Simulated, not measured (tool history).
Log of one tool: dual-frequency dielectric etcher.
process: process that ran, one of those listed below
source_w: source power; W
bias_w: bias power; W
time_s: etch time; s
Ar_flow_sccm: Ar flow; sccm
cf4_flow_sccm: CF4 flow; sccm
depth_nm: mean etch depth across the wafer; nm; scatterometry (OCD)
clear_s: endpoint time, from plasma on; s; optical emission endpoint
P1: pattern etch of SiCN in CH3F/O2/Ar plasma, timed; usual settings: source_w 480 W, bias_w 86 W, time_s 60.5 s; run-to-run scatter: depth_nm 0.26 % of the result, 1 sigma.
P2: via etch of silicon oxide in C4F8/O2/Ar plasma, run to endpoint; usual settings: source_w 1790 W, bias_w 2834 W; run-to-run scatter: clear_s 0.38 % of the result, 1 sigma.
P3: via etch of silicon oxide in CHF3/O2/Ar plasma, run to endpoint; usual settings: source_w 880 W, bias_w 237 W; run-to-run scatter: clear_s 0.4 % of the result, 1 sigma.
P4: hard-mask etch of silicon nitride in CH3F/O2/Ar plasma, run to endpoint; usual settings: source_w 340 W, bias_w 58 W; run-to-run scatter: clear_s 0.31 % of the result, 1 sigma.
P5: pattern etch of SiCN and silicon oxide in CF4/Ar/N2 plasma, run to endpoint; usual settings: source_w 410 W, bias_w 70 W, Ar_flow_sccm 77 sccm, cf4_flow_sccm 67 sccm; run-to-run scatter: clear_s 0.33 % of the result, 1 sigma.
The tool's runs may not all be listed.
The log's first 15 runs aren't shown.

run	day	process	source_w	bias_w	time_s	Ar_flow_sccm	cf4_flow_sccm	depth_nm	clear_s
16	7.071	P1	480	121	60.5			29.761	
17	7.746	P4	340	58					71.6750
18	8.058	P5	410	70		77	67		10.4450
19	8.450	P5	410	70		77	87		10.0910
20	9.104	P1	480	86	60.5			26.062	
21	9.675	P1	480	86	60.5			26.263	
22	9.979	P1	480	86	81.5			35.247	
23	10.546	P1	480	86	44.5			19.325	
24	10.992	P3	660	237					205.6200
25	11.533	P2	1790	2256					179.7800
26	11.988	P3	880	237					182.6700
27	12.575	P5	410	70		46	67		9.7290
28	13.183	P1	480	62	60.5			23.380	
29	13.483	P3	880	192					197.4000
30	14.125	P1	480	86	60.5			26.318	
31	14.758	P1	480	86	60.5			26.306	
32	15.408	P1	480	86	60.5			26.414	
33	15.950	P1	480	86	60.5			26.429	
34	16.279	P1	480	86	60.5			26.486	
35	16.679	P1	480	86	60.5			26.369	
# day 17.271: wet clean of the chamber
36	17.362	P1	480	86	60.5			26.486	
37	17.679	P1	480	86	60.5			26.502	
38	18.242	P1	480	86	60.5			26.564	
39	18.883	P1	480	86	60.5			26.522	
40	19.221	P1	480	86	60.5			26.395	

The next listed run, before its measurement:
41	19.712	P1	480	86	60.5			?	

depth_nm: 26.516 nm

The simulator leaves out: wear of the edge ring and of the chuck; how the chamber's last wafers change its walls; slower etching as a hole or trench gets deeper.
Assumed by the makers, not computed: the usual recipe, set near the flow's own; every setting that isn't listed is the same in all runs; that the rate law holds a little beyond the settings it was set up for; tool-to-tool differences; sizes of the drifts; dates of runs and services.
